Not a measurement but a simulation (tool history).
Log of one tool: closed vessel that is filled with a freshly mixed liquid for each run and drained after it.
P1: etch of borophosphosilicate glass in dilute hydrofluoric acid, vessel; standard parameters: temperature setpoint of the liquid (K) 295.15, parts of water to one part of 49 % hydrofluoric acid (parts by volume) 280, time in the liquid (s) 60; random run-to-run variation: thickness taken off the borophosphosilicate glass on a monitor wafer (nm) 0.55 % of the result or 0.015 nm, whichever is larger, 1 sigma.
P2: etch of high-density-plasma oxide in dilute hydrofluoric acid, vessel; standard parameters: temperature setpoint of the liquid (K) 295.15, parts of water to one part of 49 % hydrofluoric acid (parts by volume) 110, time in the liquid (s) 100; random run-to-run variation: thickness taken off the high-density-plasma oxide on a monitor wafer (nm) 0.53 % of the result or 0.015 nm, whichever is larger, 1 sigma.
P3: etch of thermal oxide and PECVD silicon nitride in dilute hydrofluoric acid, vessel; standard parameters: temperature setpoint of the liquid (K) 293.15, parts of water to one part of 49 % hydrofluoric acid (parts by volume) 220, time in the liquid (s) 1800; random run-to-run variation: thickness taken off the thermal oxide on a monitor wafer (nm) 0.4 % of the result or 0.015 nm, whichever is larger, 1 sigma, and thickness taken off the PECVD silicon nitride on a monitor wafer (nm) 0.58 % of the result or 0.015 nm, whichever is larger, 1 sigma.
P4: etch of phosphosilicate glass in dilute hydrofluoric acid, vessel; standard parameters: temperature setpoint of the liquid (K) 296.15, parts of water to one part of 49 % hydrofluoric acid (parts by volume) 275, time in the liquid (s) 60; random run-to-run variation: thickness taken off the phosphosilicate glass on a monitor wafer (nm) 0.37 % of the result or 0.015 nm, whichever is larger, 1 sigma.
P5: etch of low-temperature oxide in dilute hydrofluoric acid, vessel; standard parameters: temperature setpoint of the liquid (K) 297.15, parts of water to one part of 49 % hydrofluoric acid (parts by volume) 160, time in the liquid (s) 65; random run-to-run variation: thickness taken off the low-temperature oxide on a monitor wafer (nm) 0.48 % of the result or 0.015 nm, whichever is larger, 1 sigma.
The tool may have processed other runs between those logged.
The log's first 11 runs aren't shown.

| run | hour | process that ran | temperature setpoint of the liquid (K) | parts of water to one part of 49 % hydrofluoric acid (parts by volume) | time in the liquid (s) | thickness taken off the borophosphosilicate glass on a monitor wafer (nm) | thickness taken off the high-density-plasma oxide on a monitor wafer (nm) | thickness taken off the thermal oxide on a monitor wafer (nm) | thickness taken off the PECVD silicon nitride on a monitor wafer (nm) | thickness taken off the low-temperature oxide on a monitor wafer (nm) | thickness taken off the phosphosilicate glass on a monitor wafer (nm) |
|---|---|---|---|---|---|---|---|---|---|---|---|
| 12 | 140.3 | P1 | 295.15 | 280 | 60 | 6.9203 |  |  |  |  |  |
| 13 | 153.2 | P2 | 295.15 | 110 | 30 |  | 1.2586 |  |  |  |  |
| 14 | 163.1 | P1 | 299.15 | 280 | 30 | 4.069 |  |  |  |  |  |
| 15 | 175.4 | P1 | 300.65 | 280 | 100 | 14.097 |  |  |  |  |  |
| 16 | 185 | P3 | 293.15 | 220 | 1800 |  |  | 30.73 | 15.278 |  |  |
| 17 | 199.4 | P1 | 290.15 | 280 | 85 | 8.2077 |  |  |  |  |  |
| 18 | 210.3 | P1 | 295.15 | 90 | 60 | 26.493 |  |  |  |  |  |
| 19 | 221.9 | P1 | 295.15 | 280 | 30 | 3.4632 |  |  |  |  |  |
| 20 | 238.6 | P4 | 296.15 | 275 | 90 |  |  |  |  |  | 22.185 |
| 21 | 252.4 | P1 | 295.15 | 435 | 60 | 3.8986 |  |  |  |  |  |
| 22 | 267.6 | P3 | 298.65 | 220 | 1800 |  |  | 37.478 | 21.88 |  |  |
| 23 | 276.6 | P1 | 295.15 | 280 | 60 | 7.042 |  |  |  |  |  |
| 24 | 285.5 | P4 | 296.15 | 275 | 60 |  |  |  |  |  | 14.903 |
| 25 | 300.7 | P5 | 297.15 | 255 | 65 |  |  |  |  | 2.7814 |  |
| 26 | 315.4 | P4 | 301.65 | 275 | 60 |  |  |  |  |  | 17.96 |
| 27 | 328.7 | P2 | 295.15 | 195 | 100 |  | 2.1742 |  |  |  |  |
| 28 | 341.6 | P3 | 293.15 | 105 | 1800 |  |  | 72.182 | 31.627 |  |  |
| 29 | 355.1 | P1 | 290.15 | 280 | 60 | 5.8273 |  |  |  |  |  |
| 30 | 368.8 | P5 | 297.15 | 160 | 30 |  |  |  |  | 2.2762 |  |
| 31 | 379.8 | P1 | 295.15 | 280 | 60 | 7.019 |  |  |  |  |  |

Run 32, settings as shown, results not yet in. Your forecast:
| 32 | 390.3 | P1 | 295.15 | 280 | 60 | ? |  |  |  |  |  |

thickness taken off the borophosphosilicate glass on a monitor wafer (nm): 7.1184

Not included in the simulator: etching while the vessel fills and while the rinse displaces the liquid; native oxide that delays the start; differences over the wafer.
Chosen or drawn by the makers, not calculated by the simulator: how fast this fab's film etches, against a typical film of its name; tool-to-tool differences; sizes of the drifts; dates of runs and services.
